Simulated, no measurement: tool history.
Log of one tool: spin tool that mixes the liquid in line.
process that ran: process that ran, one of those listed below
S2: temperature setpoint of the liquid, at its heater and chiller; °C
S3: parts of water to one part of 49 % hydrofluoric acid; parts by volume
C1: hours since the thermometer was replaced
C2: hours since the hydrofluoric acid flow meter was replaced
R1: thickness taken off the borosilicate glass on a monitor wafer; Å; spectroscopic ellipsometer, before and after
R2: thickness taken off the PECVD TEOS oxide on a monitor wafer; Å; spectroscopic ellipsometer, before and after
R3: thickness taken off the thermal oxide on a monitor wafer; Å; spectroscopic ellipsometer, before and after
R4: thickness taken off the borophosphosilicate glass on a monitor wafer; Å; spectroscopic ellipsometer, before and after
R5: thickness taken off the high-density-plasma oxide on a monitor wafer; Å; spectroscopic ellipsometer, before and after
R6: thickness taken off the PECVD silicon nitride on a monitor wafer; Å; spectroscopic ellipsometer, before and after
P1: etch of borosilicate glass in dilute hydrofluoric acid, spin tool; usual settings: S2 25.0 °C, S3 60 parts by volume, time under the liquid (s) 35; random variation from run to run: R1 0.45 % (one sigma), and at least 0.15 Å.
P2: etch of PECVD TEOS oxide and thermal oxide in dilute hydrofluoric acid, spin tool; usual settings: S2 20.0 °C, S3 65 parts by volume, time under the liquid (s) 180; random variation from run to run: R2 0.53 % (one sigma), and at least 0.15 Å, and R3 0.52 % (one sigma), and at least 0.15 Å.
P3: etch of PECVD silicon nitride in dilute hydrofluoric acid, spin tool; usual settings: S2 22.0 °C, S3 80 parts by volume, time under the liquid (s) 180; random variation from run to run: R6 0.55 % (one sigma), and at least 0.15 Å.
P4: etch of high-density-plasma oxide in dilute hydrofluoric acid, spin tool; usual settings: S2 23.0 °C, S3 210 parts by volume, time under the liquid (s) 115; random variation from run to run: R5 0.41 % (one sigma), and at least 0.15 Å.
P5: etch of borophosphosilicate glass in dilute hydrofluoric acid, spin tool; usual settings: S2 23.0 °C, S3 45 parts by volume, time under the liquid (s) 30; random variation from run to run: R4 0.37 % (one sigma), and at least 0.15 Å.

run 1 hour=3.1 | process_that_ran=P1 S2=25.0 S3=60 time_under_the_liquid_(s)=35 | C1=1065.9 C2=128.2 | R1=148.930
run 2 hour=8.9 | process_that_ran=P1 S2=31.0 S3=60 time_under_the_liquid_(s)=35 | C1=1071.7 C2=134.0 | R1=189.290
run 3 hour=12.5 | process_that_ran=P1 S2=25.0 S3=60 time_under_the_liquid_(s)=15 | C1=1075.3 C2=137.6 | R1=64.316
run 4 hour=15.2 | process_that_ran=P1 S2=25.0 S3=60 time_under_the_liquid_(s)=60 | C1=1078.0 C2=140.3 | R1=256.700
run 5 hour=20.4 | process_that_ran=P2 S2=17.0 S3=65 time_under_the_liquid_(s)=180 | C1=1083.2 C2=145.5 | R2=228.980 R3=101.280
run 6 hour=26.2 | process_that_ran=P2 S2=20.0 S3=110 time_under_the_liquid_(s)=180 | C1=1089.0 C2=151.3 | R2=145.040 R3=65.593
run 7 hour=29.7 | process_that_ran=P1 S2=25.0 S3=60 time_under_the_liquid_(s)=35 | C1=1092.5 C2=154.8 | R1=150.840
run 8 hour=35.1 | process_that_ran=P5 S2=23.0 S3=45 time_under_the_liquid_(s)=55 | C1=1097.9 C2=160.2 | R4=511.94
run 9 hour=39.3 | process_that_ran=P4 S2=23.0 S3=210 time_under_the_liquid_(s)=200 | C1=1102.1 C2=164.4 | R5=91.557
run 10 hour=43.2 | process_that_ran=P4 S2=23.0 S3=210 time_under_the_liquid_(s)=115 | C1=1106.0 C2=168.3 | R5=52.031
run 11 hour=48.4 | process_that_ran=P1 S2=20.0 S3=60 time_under_the_liquid_(s)=15 | C1=1111.2 C2=173.5 | R1=52.336
run 12 hour=54.3 | process_that_ran=P3 S2=22.0 S3=80 time_under_the_liquid_(s)=180 | C1=1117.1 C2=179.4 | R6=60.518
run 13 hour=58.2 | process_that_ran=P5 S2=23.0 S3=70 time_under_the_liquid_(s)=30 | C1=1121.0 C2=183.3 | R4=174.25
run 14 hour=62.9 | process_that_ran=P5 S2=17.5 S3=45 time_under_the_liquid_(s)=30 | C1=1125.7 C2=188.0 | R4=220.76
run 15 hour=68.9 | process_that_ran=P1 S2=25.0 S3=60 time_under_the_liquid_(s)=35 | C1=1131.7 C2=194.0 | R1=149.060
run 16 hour=74.5 | process_that_ran=P4 S2=17.0 S3=210 time_under_the_liquid_(s)=115 | C1=1137.3 C2=199.6 | R5=42.026
run 17 hour=80.4 | process_that_ran=P3 S2=17.0 S3=80 time_under_the_liquid_(s)=180 | C1=1143.2 C2=205.5 | R6=42.737
run 18 hour=84.3 | process_that_ran=P1 S2=17.0 S3=60 time_under_the_liquid_(s)=35 | C1=1147.1 C2=209.4 | R1=107.230
run 19 hour=88.3 | process_that_ran=P3 S2=22.0 S3=80 time_under_the_liquid_(s)=15 | C1=1151.1 C2=213.4 | R6=5.252
run 20 hour=92.4 | process_that_ran=P1 S2=25.0 S3=20 time_under_the_liquid_(s)=35 | C1=1155.2 C2=217.5 | R1=473.240
run 21 hour=98.1 | process_that_ran=P2 S2=20.0 S3=65 time_under_the_liquid_(s)=25 | C1=1160.9 C2=223.2 | R2=35.755 R3=16.080
run 22 hour=101.3 | process_that_ran=P1 S2=25.0 S3=105 time_under_the_liquid_(s)=35 | C1=1164.1 C2=226.4 | R1=80.779
run 23 hour=104.3 | process_that_ran=P1 S2=25.0 S3=60 time_under_the_liquid_(s)=35 | C1=1167.1 C2=229.4 | R1=148.660
run 24 hour=109.3 | process_that_ran=P2 S2=20.0 S3=65 time_under_the_liquid_(s)=180 | C1=1172.1 C2=234.4 | R2=259.380 R3=114.370
run 25 hour=113.3 | process_that_ran=P1 S2=25.0 S3=60 time_under_the_liquid_(s)=35 | C1=1176.1 C2=238.4 | R1=150.210
run 26 hour=118.0 | process_that_ran=P1 S2=25.0 S3=60 time_under_the_liquid_(s)=35 | C1=1180.8 C2=243.1 | R1=148.940
run 27 hour=123.9 | process_that_ran=P4 S2=23.0 S3=210 time_under_the_liquid_(s)=115 | C1=1186.7 C2=249.0 | R5=52.416
run 28 hour=128.7 | process_that_ran=P4 S2=23.0 S3=85 time_under_the_liquid_(s)=115 | C1=1191.5 C2=253.8 | R5=148.360
run 29 hour=134.5 | process_that_ran=P5 S2=23.0 S3=45 time_under_the_liquid_(s)=30 | C1=1197.3 C2=259.6 | R4=280.23
run 30 hour=139.0 | process_that_ran=P3 S2=22.0 S3=20 time_under_the_liquid_(s)=180 | C1=1201.8 C2=264.1 | R6=230.800
run 31 hour=143.7 | process_that_ran=P2 S2=20.0 S3=65 time_under_the_liquid_(s)=180 | C1=1206.5 C2=268.8 | R2=259.310 R3=116.090
run 32 hour=148.8 | process_that_ran=P5 S2=23.0 S3=45 time_under_the_liquid_(s)=30 | C1=1211.6 C2=273.9 | R4=279.72
run 33 hour=154.8 | process_that_ran=P1 S2=25.0 S3=60 time_under_the_liquid_(s)=35 | C1=1217.6 C2=279.9 | R1=149.160
run 34 hour=160.4 | process_that_ran=P1 S2=25.0 S3=60 time_under_the_liquid_(s)=35 | C1=1223.2 C2=285.5 | R1=142.360
run 35 hour=163.3 | process_that_ran=P1 S2=25.0 S3=60 time_under_the_liquid_(s)=35 | C1=1226.1 C2=288.4 | R1=140.080
run 36 hour=167.1 | process_that_ran=P1 S2=25.0 S3=60 time_under_the_liquid_(s)=35 | C1=1229.9 C2=292.2 | R1=137.900
run 37 hour=170.7 | process_that_ran=P1 S2=25.0 S3=60 time_under_the_liquid_(s)=35 | C1=1233.5 C2=295.8 | R1=137.690
run 38 hour=173.8 | process_that_ran=P1 S2=25.0 S3=60 time_under_the_liquid_(s)=35 | C1=1236.6 C2=298.9 | R1=137.020
run 39 hour=176.5 | process_that_ran=P1 S2=25.0 S3=60 time_under_the_liquid_(s)=35 | C1=1239.3 C2=301.6 | R1=135.380
run 40 hour=181.8 | process_that_ran=P1 S2=25.0 S3=60 time_under_the_liquid_(s)=35 | C1=1244.6 C2=306.9 | R1=137.820
run 41 hour=186.9 | process_that_ran=P1 S2=25.0 S3=60 time_under_the_liquid_(s)=35 | C1=1249.7 C2=312.0 | R1=136.200

P1 has crept away from where it was. The log is fitted equally well by each of these 2 causes, at the sizes shown:
A: hydrofluoric acid flow below the setpoint (%) = 8.25
B: liquid colder than its thermometer reads (K) = 2.29
The onset of the drift is placed at about hour 154.8.

Question marks stand in for the results of the 4 check runs listed below, each run on one wafer. Under which run would the listed causes show clearly different results?
run check 1 hour=192.0 | process_that_ran=P2 S2=20.0 S3=65 time_under_the_liquid_(s)=45 | R2=? R3=?
run check 2 hour=192.0 | process_that_ran=P4 S2=17.0 S3=210 time_under_the_liquid_(s)=160 | R5=?
run check 3 hour=192.0 | process_that_ran=P5 S2=18.5 S3=45 time_under_the_liquid_(s)=30 | R4=?
run check 4 hour=192.0 | process_that_ran=P3 S2=22.0 S3=20 time_under_the_liquid_(s)=90 | R6=?

If the cause were each of the candidates in turn, the checks would give the following:
check=check_1 result=R2 if_A=58.985 if_B=58.733
check=check_1 result=R3 if_A=26.377 if_B=26.265
check=check_2 result=R5 if_A=52.200 if_B=52.780
check=check_3 result=R4 if_A=210.88 if_B=209.05
check=check_4 result=R6 if_A=106.490 if_B=98.460
Minimum pairwise separation of causes per check, each pair taken at its best-separating result: check 1 0.43 %; check 2 1.11 %; check 3 0.88 %; check 4 7.84 %
Check 4 tells the causes apart: in the others they would give nearly the same result.

With check 4 done, the readings were: R6 107.110 Å. Identify which of the listed causes applies.

Of the candidate causes, it is A: hydrofluoric acid flow below the setpoint (%).
